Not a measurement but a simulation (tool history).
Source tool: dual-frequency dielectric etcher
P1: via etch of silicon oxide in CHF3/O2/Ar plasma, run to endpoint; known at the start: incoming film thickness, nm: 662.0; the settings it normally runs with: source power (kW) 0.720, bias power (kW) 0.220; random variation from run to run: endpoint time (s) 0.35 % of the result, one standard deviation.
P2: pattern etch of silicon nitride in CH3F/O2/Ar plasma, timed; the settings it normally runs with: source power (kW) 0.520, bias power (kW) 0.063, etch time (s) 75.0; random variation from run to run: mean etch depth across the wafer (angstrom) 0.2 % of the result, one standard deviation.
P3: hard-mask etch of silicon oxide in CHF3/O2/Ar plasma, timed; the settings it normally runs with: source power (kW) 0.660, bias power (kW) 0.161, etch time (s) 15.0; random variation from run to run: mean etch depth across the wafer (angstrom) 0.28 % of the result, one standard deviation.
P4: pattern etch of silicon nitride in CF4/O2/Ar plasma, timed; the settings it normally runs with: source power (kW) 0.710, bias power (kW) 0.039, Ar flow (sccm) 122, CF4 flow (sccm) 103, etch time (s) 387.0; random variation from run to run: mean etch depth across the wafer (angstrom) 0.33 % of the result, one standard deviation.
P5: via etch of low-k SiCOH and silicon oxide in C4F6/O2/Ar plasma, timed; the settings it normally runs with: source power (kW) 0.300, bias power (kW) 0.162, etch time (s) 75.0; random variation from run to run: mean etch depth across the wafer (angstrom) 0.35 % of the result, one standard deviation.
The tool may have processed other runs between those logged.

| run | hour | process that ran | source power (kW) | bias power (kW) | etch time (s) | Ar flow (sccm) | CF4 flow (sccm) | hours since the last wet clean | hours since the last source power generator calibration | hours since the last bias power generator calibration | endpoint time (s) | mean etch depth across the wafer (angstrom) |
|---|---|---|---|---|---|---|---|---|---|---|---|---|
| 1 | 4.4 | P1 | 0.720 | 0.220 |  |  |  | 238.7 | 567.5 | 1651.4 | 294.98 |  |
| 2 | 8.4 | P5 | 0.300 | 0.162 | 75.0 |  |  | 242.7 | 571.5 | 1655.4 |  | 1796.60 |
| 3 | 12.5 | P4 | 0.710 | 0.039 | 514.0 | 122 | 103 | 246.8 | 575.6 | 1659.5 |  | 12045.00 |
| 4 | 16.8 | P4 | 0.710 | 0.039 | 387.0 | 122 | 142 | 251.1 | 579.9 | 1663.8 |  | 9515.50 |
| 5 | 19.5 | P1 | 0.720 | 0.220 |  |  |  | 253.8 | 582.6 | 1666.5 | 293.94 |  |
| 6 | 23.6 | P1 | 0.720 | 0.283 |  |  |  | 257.9 | 586.7 | 1670.6 | 270.43 |  |
| 7 | 27.7 | P4 | 0.710 | 0.031 | 387.0 | 122 | 103 | 262.0 | 590.8 | 1674.7 |  | 8457.50 |
| 8 | 31.4 | P5 | 0.300 | 0.216 | 75.0 |  |  | 265.7 | 594.5 | 1678.4 |  | 1968.10 |
| 9 | 34.7 | P5 | 0.300 | 0.162 | 41.0 |  |  | 269.0 | 597.8 | 1681.7 |  | 971.36 |
| 10 | 37.5 | P2 | 0.520 | 0.063 | 41.0 |  |  | 271.8 | 600.6 | 1684.5 |  | 304.27 |
| 11 | 41.3 | P1 | 0.530 | 0.273 |  |  |  | 275.6 | 604.4 | 1688.3 | 308.23 |  |
| 12 | 45.8 | P4 | 0.710 | 0.039 | 387.0 | 148 | 103 | 280.1 | 608.9 | 1692.8 |  | 8839.40 |
| 13 | 50.4 | P3 | 0.660 | 0.227 | 15.0 |  |  | 284.7 | 613.5 | 1697.4 |  | 337.31 |
| 14 | 54.2 | P1 | 0.460 | 0.272 |  |  |  | 288.5 | 617.3 | 1701.2 | 325.17 |  |
| 15 | 57.6 | P3 | 0.660 | 0.161 | 15.0 |  |  | 291.9 | 620.7 | 1704.6 |  | 301.11 |
| 16 | 62.5 | P2 | 0.520 | 0.063 | 75.0 |  |  | 296.8 | 625.6 | 1709.5 |  | 557.68 |
| 17 | 66.4 | P2 | 0.520 | 0.089 | 75.0 |  |  | 300.7 | 629.5 | 1713.4 |  | 625.46 |
| 18 | 69.9 | P4 | 0.840 | 0.039 | 387.0 | 122 | 103 | 304.2 | 633.0 | 1716.9 |  | 10529.00 |
| 19 | 74.3 | P1 | 0.720 | 0.220 |  |  |  | 308.6 | 637.4 | 1721.3 | 294.65 |  |
| 20 | 79.1 | P4 | 0.710 | 0.039 | 387.0 | 122 | 103 | 313.4 | 642.2 | 1726.1 |  | 9034.80 |
| 21 | 83.9 | P5 | 0.430 | 0.162 | 75.0 |  |  | 318.2 | 647.0 | 1730.9 |  | 2042.90 |
| 22 | 87.3 | P3 | 0.660 | 0.161 | 22.5 |  |  | 321.6 | 650.4 | 1734.3 |  | 453.05 |
| 23 | 91.1 | P1 | 0.970 | 0.220 |  |  |  | 325.4 | 654.2 | 1738.1 | 264.49 |  |
| 24 | 94.1 | P1 | 0.430 | 0.220 |  |  |  | 328.4 | 657.2 | 1741.1 | 360.01 |  |
| 25 | 97.8 | P1 | 0.720 | 0.220 |  |  |  | 332.1 | 660.9 | 1744.8 | 295.00 |  |
| 26 | 102.5 | P3 | 0.480 | 0.161 | 15.0 |  |  | 336.8 | 665.6 | 1749.5 |  | 266.47 |
| 27 | 106.7 | P1 | 0.720 | 0.220 |  |  |  | 341.0 | 669.8 | 1753.7 | 296.54 |  |
| 28 | 111.0 | P1 | 0.720 | 0.220 |  |  |  | 345.3 | 674.1 | 1758.0 | 295.20 |  |
| 29 | 115.3 | P2 | 0.630 | 0.063 | 75.0 |  |  | 349.6 | 678.4 | 1762.3 |  | 599.36 |
| 30 | 118.4 | P3 | 0.660 | 0.161 | 15.0 |  |  | 352.7 | 681.5 | 1765.4 |  | 301.88 |
|  | 121.8 | bias power generator calibrated |
| 31 | 122.5 | P1 | 0.720 | 0.220 |  |  |  | 356.8 | 685.6 | 0.8 | 294.60 |  |
| 32 | 126.2 | P1 | 0.720 | 0.167 |  |  |  | 360.5 | 689.3 | 4.5 | 324.35 |  |
| 33 | 131.3 | P2 | 0.520 | 0.063 | 75.0 |  |  | 365.6 | 694.4 | 9.6 |  | 557.02 |
| 34 | 135.3 | P1 | 0.720 | 0.220 |  |  |  | 369.6 | 698.4 | 13.6 | 295.92 |  |
| 35 | 138.0 | P1 | 0.720 | 0.220 |  |  |  | 372.3 | 701.1 | 16.3 | 297.41 |  |
| 36 | 140.4 | P1 | 0.720 | 0.220 |  |  |  | 374.7 | 703.5 | 18.7 | 296.87 |  |
| 37 | 144.6 | P1 | 0.720 | 0.220 |  |  |  | 378.9 | 707.7 | 22.9 | 299.64 |  |
|  | 147.1 | wet clean of the chamber |
| 38 | 148.0 | P1 | 0.720 | 0.220 |  |  |  | 0.9 | 711.1 | 26.3 | 298.01 |  |
| 39 | 151.1 | P1 | 0.720 | 0.220 |  |  |  | 4.0 | 714.2 | 29.4 | 299.36 |  |
| 40 | 153.8 | P1 | 0.720 | 0.220 |  |  |  | 6.7 | 716.9 | 32.1 | 300.88 |  |
| 41 | 157.5 | P1 | 0.720 | 0.220 |  |  |  | 10.4 | 720.6 | 35.8 | 298.92 |  |
| 42 | 160.7 | P1 | 0.720 | 0.220 |  |  |  | 13.6 | 723.8 | 39.0 | 300.16 |  |
| 43 | 163.7 | P1 | 0.720 | 0.220 |  |  |  | 16.6 | 726.8 | 42.0 | 302.27 |  |
| 44 | 168.4 | P1 | 0.720 | 0.220 |  |  |  | 21.3 | 731.5 | 46.7 | 299.71 |  |

What P1 gives has crept away from where it was. These 2 causes fit the log equally well, each at the size given:
A: bias power that arrives under what is set, % = 4.91
B: source power that arrives under what is set, % = 4.46
Onset of the creep was near hour 135.3.
Ruled out, with reasons:
chamber walls in a state that lowers the etch rate, %: serviced at hour 147.1, which brought nothing back

4 check runs are offered, each on 2 wafers whose results are averaged, their results left as question marks. Which one tells the causes apart?
| check 1 | 173.1 | P3 | 0.660 | 0.199 | 22.0 |  |  |  |  |  |  | ? |
| check 2 | 173.1 | P4 | 0.710 | 0.039 | 387.0 | 141 | 103 |  |  |  |  | ? |
| check 3 | 173.1 | P2 | 0.520 | 0.088 | 75.0 |  |  |  |  |  |  | ? |
| check 4 | 173.1 | P5 | 0.420 | 0.211 | 75.0 |  |  |  |  |  |  | ? |

If the cause were each of the candidates in turn, the checks would give the following:
| check | result | if A | if B |
|---|---|---|---|
| check 1 | mean etch depth across the wafer (angstrom) | 466.39 | 466.25 |
| check 2 | mean etch depth across the wafer (angstrom) | 8716.30 | 8527.20 |
| check 3 | mean etch depth across the wafer (angstrom) | 612.39 | 612.63 |
| check 4 | mean etch depth across the wafer (angstrom) | 2176.50 | 2173.70 |
Separation of the two closest causes in each check, using whichever result separates them best: check 1 0.03 %; check 2 2.19 %; check 3 0.04 %; check 4 0.13 %
The causes can be told apart only by check 2. The other checks would give nearly the same results under each of them.

After running check 2, the following was obtained: mean etch depth across the wafer (angstrom) 8524.20. Which cause does this point to?

The correct cause is B, namely: source power that arrives under what is set, %.
